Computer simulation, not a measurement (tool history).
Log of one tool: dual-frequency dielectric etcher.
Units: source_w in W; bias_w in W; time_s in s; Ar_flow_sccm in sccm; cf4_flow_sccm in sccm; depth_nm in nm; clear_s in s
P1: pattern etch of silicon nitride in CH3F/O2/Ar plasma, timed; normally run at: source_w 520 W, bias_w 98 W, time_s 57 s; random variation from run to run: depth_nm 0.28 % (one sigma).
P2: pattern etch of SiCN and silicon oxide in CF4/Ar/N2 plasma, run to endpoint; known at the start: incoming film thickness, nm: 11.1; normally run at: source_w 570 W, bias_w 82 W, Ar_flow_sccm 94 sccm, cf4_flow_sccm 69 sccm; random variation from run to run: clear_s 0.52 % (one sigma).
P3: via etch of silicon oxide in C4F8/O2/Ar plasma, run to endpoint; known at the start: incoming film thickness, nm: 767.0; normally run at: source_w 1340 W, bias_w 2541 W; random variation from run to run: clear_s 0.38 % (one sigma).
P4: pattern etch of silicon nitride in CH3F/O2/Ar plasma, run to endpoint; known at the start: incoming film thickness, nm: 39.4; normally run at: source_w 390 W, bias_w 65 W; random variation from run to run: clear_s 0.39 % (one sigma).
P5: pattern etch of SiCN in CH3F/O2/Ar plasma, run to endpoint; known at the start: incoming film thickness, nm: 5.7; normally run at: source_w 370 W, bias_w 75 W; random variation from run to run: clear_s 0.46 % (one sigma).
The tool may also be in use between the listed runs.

run,hour,process,source_w,bias_w,time_s,Ar_flow_sccm,cf4_flow_sccm,depth_nm,clear_s
1,6.5,P1,520,98,57,,,50.188,
2,13.0,P3,1010,2541,,,,,184.0200
3,18.7,P2,570,100,,94,69,,8.9635
4,26.8,P4,520,65,,,,,52.6460
5,31.9,P5,370,50,,,,,18.2950
6,37.8,P2,570,82,,94,90,,9.2926
7,47.5,P3,1340,2541,,,,,165.3600
8,53.1,P1,520,98,74,,,64.915,
9,59.7,P1,520,72,35,,,27.658,
10,70.3,P1,520,64,57,,,43.372,
11,79.6,P1,520,98,57,,,49.949,
12,86.1,P5,370,75,,,,,16.1170
13,92.2,P4,390,48,,,,,64.8430
14,97.1,P1,690,98,57,,,55.518,
15,102.8,P1,520,116,57,,,53.262,
16,110.1,P2,570,82,,67,69,,9.2125
17,115.6,P1,520,98,57,,,49.859,
18,122.1,P2,570,82,,94,69,,9.6326

Forecast run 19:
19,132.1,P2,460,82,,94,69,,?

clear_s: 11.6130 s
